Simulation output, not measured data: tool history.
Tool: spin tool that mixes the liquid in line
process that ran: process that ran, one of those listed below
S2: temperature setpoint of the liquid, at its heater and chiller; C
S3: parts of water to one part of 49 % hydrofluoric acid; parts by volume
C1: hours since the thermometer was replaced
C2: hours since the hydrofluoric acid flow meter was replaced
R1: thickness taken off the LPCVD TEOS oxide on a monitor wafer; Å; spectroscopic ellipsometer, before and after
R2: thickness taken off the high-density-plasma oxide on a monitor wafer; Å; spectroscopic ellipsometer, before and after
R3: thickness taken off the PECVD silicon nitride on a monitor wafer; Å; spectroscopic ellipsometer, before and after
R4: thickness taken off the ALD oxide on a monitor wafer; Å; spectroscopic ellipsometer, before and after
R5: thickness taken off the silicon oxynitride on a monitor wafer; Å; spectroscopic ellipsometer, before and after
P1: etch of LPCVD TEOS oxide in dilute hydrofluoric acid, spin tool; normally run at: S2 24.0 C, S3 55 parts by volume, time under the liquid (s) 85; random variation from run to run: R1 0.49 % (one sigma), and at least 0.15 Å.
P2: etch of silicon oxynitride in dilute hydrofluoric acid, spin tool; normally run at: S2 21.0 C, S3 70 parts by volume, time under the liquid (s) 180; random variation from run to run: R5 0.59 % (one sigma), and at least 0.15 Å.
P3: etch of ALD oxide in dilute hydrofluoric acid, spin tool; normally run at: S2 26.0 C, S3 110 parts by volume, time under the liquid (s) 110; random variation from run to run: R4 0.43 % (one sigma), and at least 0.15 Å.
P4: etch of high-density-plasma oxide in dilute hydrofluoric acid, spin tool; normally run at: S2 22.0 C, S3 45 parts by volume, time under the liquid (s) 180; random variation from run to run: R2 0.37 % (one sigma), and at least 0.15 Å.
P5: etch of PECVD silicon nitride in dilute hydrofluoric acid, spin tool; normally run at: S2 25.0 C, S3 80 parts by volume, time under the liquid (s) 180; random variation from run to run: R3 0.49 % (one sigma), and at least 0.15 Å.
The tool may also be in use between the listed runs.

run 1 hour=4.8 | process_that_ran=P1 S2=24.0 S3=55 time_under_the_liquid_(s)=85 | C1=151.3 C2=376.9 | R1=426.92
run 2 hour=10.6 | process_that_ran=P4 S2=27.5 S3=45 time_under_the_liquid_(s)=180 | C1=157.1 C2=382.7 | R2=257.45
run 3 hour=15.3 | process_that_ran=P1 S2=24.0 S3=20 time_under_the_liquid_(s)=85 | C1=161.8 C2=387.4 | R1=1231.80
run 4 hour=23.1 | process_that_ran=P5 S2=25.0 S3=80 time_under_the_liquid_(s)=320 | C1=169.6 C2=395.2 | R3=240.85
run 5 hour=30.1 | process_that_ran=P4 S2=22.0 S3=45 time_under_the_liquid_(s)=355 | C1=176.6 C2=402.2 | R2=404.87
run 6 hour=37.4 | process_that_ran=P3 S2=26.0 S3=110 time_under_the_liquid_(s)=110 | C1=183.9 C2=409.5 | R4=198.93
run 7 hour=41.7 | process_that_ran=P1 S2=24.0 S3=55 time_under_the_liquid_(s)=40 | C1=188.2 C2=413.8 | R1=200.06
run 8 hour=49.6 | process_that_ran=P5 S2=25.0 S3=80 time_under_the_liquid_(s)=180 | C1=196.1 C2=421.7 | R3=135.51
run 9 hour=57.4 | process_that_ran=P2 S2=21.0 S3=70 time_under_the_liquid_(s)=350 | C1=203.9 C2=429.5 | R5=77.856
run 10 hour=62.7 | process_that_ran=P5 S2=25.0 S3=20 time_under_the_liquid_(s)=180 | C1=209.2 C2=434.8 | R3=522.37
run 11 hour=69.3 | process_that_ran=P2 S2=21.0 S3=70 time_under_the_liquid_(s)=180 | C1=215.8 C2=441.4 | R5=40.240
run 12 hour=77.7 | process_that_ran=P1 S2=24.0 S3=80 time_under_the_liquid_(s)=50 | C1=224.2 C2=449.8 | R1=166.55
run 13 hour=83.8 | process_that_ran=P1 S2=24.0 S3=95 time_under_the_liquid_(s)=85 | C1=230.3 C2=455.9 | R1=232.54
run 14 hour=91.4 | process_that_ran=P3 S2=29.5 S3=110 time_under_the_liquid_(s)=110 | C1=237.9 C2=463.5 | R4=228.52
run 15 hour=100.0 | process_that_ran=P2 S2=21.0 S3=20 time_under_the_liquid_(s)=180 | C1=246.5 C2=472.1 | R5=143.660
run 16 hour=104.2 | process_that_ran=P1 S2=24.0 S3=55 time_under_the_liquid_(s)=85 | C1=250.7 C2=476.3 | R1=427.05
run 17 hour=112.2 | process_that_ran=P5 S2=25.0 S3=80 time_under_the_liquid_(s)=180 | C1=258.7 C2=484.3 | R3=136.30
run 18 hour=116.9 | process_that_ran=P3 S2=26.0 S3=110 time_under_the_liquid_(s)=195 | C1=263.4 C2=489.0 | R4=354.56
run 19 hour=124.3 | process_that_ran=P1 S2=29.5 S3=55 time_under_the_liquid_(s)=35 | C1=270.8 C2=496.4 | R1=218.24
run 20 hour=129.2 | process_that_ran=P1 S2=24.0 S3=55 time_under_the_liquid_(s)=85 | C1=275.7 C2=501.3 | R1=426.18
run 21 hour=133.1 | process_that_ran=P4 S2=22.0 S3=75 time_under_the_liquid_(s)=180 | C1=279.6 C2=505.2 | R2=118.25
run 22 hour=139.3 | process_that_ran=P1 S2=30.5 S3=55 time_under_the_liquid_(s)=85 | C1=285.8 C2=511.4 | R1=549.81
run 23 hour=144.6 | process_that_ran=P5 S2=20.5 S3=80 time_under_the_liquid_(s)=180 | C1=291.1 C2=516.7 | R3=100.83
run 24 hour=149.8 | process_that_ran=P3 S2=26.0 S3=55 time_under_the_liquid_(s)=110 | C1=296.3 C2=521.9 | R4=428.87
run 25 hour=155.7 | process_that_ran=P1 S2=24.0 S3=55 time_under_the_liquid_(s)=145 | C1=302.2 C2=527.8 | R1=733.34

The next listed run, before its measurement:
run 26 hour=163.8 | process_that_ran=P4 S2=22.0 S3=45 time_under_the_liquid_(s)=180 | C1=310.3 C2=535.9 | R2=?

Run 26 gave R2 207.03 Å.
